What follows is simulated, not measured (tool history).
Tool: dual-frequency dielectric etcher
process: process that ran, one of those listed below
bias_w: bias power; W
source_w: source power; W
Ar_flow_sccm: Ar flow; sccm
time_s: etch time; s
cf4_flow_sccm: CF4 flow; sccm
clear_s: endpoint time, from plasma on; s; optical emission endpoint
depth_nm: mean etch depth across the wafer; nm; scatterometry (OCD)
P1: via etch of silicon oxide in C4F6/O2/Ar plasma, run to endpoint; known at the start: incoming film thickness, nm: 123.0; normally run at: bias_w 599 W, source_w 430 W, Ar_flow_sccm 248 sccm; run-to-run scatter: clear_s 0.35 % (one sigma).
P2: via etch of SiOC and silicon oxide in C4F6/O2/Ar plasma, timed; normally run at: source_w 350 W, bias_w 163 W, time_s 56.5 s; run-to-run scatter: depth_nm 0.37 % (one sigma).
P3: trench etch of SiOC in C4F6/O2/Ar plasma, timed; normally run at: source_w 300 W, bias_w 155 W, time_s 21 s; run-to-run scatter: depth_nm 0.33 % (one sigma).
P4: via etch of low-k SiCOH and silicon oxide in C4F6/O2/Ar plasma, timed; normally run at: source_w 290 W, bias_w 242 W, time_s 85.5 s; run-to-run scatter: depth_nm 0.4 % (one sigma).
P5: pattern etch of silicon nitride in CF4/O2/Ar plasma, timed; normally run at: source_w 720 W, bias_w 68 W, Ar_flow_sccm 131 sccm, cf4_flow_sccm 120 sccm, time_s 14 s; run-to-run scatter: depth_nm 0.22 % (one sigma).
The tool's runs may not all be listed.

run,day,process,bias_w,source_w,Ar_flow_sccm,time_s,cf4_flow_sccm,clear_s,depth_nm
1,0.446,P1,599,430,248,,,24.143,
2,0.783,P1,599,310,208,,,26.679,
3,1.312,P3,155,300,,21,,,36.648
4,1.742,P5,68,1000,131,14,120,,53.011
5,2.429,P4,242,200,,85.5,,,200.23
6,2.9,P5,68,720,185,14,120,,38.208
7,3.204,P1,440,430,196,,,26.248,
8,3.779,P1,599,290,248,,,27.693,
9,4.371,P2,163,470,,56.5,,,67.008
10,4.862,P2,163,350,,56.5,,,59.558
11,5.2,P1,599,430,248,,,24.138,
12,5.625,P4,242,290,,85.5,,,229.89
# day 5.912: wet clean of the chamber
13,6.117,P4,242,290,,114.5,,,306.94
14,6.817,P1,788,430,248,,,21.585,
15,7.262,P4,161,290,,85.5,,,200.37
# day 7.462: Ar flow controller replaced
16,7.625,P3,155,300,,21,,,36.636
17,7.983,P1,599,570,248,,,21.696,
18,8.446,P1,599,430,320,,,24.832,
19,9.058,P5,41,720,131,14,120,,33.19
20,9.708,P3,155,400,,21,,,41.162
21,10.25,P1,599,430,159,,,22.909,
22,10.817,P2,163,350,,41,,,43.132
23,11.325,P3,208,300,,21,,,39.889
24,11.842,P1,433,430,248,,,27.174,
25,12.192,P5,68,720,131,14,91,,38.497
26,12.704,P1,599,430,248,,,23.98,
27,13.154,P4,242,290,,85.5,,,228.28
28,13.546,P3,155,300,,16,,,27.793
29,14.05,P2,163,350,,56.5,,,60.014
30,14.592,P5,68,720,131,14,120,,40.046

Run 31 comes next. What will it give?
31,15.271,P2,206,350,,56.5,,,?

depth_nm: 64.659 nm
